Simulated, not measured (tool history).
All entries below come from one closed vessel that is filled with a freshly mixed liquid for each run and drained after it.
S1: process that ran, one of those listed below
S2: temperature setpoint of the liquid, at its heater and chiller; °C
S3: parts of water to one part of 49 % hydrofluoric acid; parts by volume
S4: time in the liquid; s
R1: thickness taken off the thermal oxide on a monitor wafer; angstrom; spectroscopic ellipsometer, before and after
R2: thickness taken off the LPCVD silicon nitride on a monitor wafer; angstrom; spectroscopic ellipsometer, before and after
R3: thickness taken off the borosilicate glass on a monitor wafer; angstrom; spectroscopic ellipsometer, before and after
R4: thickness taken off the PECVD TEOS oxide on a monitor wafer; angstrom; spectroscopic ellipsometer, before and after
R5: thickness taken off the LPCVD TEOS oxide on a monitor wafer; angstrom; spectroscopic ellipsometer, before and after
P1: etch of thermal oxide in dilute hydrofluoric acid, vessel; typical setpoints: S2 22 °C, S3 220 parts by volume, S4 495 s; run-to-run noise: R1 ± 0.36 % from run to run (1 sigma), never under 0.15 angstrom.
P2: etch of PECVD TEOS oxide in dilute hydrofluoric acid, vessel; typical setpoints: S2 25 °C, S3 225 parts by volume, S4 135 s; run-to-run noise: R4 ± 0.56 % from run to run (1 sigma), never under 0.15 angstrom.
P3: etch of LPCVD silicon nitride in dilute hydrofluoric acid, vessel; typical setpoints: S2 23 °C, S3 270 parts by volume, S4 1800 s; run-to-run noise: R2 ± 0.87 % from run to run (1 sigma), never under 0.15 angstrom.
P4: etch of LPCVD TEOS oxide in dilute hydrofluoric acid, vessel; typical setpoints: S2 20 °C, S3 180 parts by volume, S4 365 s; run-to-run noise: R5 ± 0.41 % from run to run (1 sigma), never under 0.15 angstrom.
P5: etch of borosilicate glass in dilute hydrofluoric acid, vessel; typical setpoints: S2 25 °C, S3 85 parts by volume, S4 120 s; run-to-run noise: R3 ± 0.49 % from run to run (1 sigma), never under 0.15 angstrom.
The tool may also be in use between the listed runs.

{"run": 1, "hour": 7.6, "S1": "P1", "S2": 22, "S3": 220, "S4": 495, "R1": 83.995}
{"run": 2, "hour": 15.3, "S1": "P3", "S2": 28, "S3": 270, "S4": 1800, "R2": 40.431}
{"run": 3, "hour": 23.0, "S1": "P1", "S2": 22, "S3": 220, "S4": 190, "R1": 32.074}
{"run": 4, "hour": 30.4, "S1": "P5", "S2": 25, "S3": 85, "S4": 120, "R3": 387.53}
{"run": 5, "hour": 39.2, "S1": "P2", "S2": 25, "S3": 225, "S4": 205, "R4": 107.05}
{"run": 6, "hour": 47.3, "S1": "P1", "S2": 22, "S3": 220, "S4": 730, "R1": 124.59}
{"run": 7, "hour": 56.3, "S1": "P1", "S2": 27.5, "S3": 220, "S4": 495, "R1": 102.9}
{"run": 8, "hour": 61.6, "S1": "P5", "S2": 25, "S3": 85, "S4": 35, "R3": 113.59}
{"run": 9, "hour": 67.7, "S1": "P2", "S2": 25, "S3": 225, "S4": 135, "R4": 70.36}
{"run": 10, "hour": 75.2, "S1": "P1", "S2": 22, "S3": 405, "S4": 495, "R1": 38.666}
{"run": 11, "hour": 82.3, "S1": "P2", "S2": 30, "S3": 225, "S4": 135, "R4": 83.138}
{"run": 12, "hour": 89.2, "S1": "P4", "S2": 17, "S3": 180, "S4": 365, "R5": 491.48}
{"run": 13, "hour": 93.7, "S1": "P1", "S2": 28, "S3": 220, "S4": 305, "R1": 63.785}
{"run": 14, "hour": 99.6, "S1": "P1", "S2": 22, "S3": 220, "S4": 495, "R1": 84.008}
{"run": 15, "hour": 108.8, "S1": "P1", "S2": 22, "S3": 220, "S4": 495, "R1": 84.563}
{"run": 16, "hour": 117.2, "S1": "P3", "S2": 23, "S3": 270, "S4": 175, "R2": 2.6805}
{"run": 17, "hour": 122.5, "S1": "P4", "S2": 20, "S3": 180, "S4": 715, "R5": 1085.5}
{"run": 18, "hour": 129.0, "S1": "P3", "S2": 23, "S3": 270, "S4": 1800, "R2": 30.072}
{"run": 19, "hour": 138.6, "S1": "P1", "S2": 22, "S3": 90, "S4": 495, "R1": 237.44}
{"run": 20, "hour": 147.9, "S1": "P1", "S2": 17, "S3": 360, "S4": 495, "R1": 37.638}
{"run": 21, "hour": 154.6, "S1": "P2", "S2": 25, "S3": 105, "S4": 135, "R4": 173.43}

Run 22 is up next; what results do you expect?
{"run": 22, "hour": 161.2, "S1": "P5", "S2": 25, "S3": 85, "S4": 120, "R3": "?"}

{"run 22": {"R3": 388.94}}
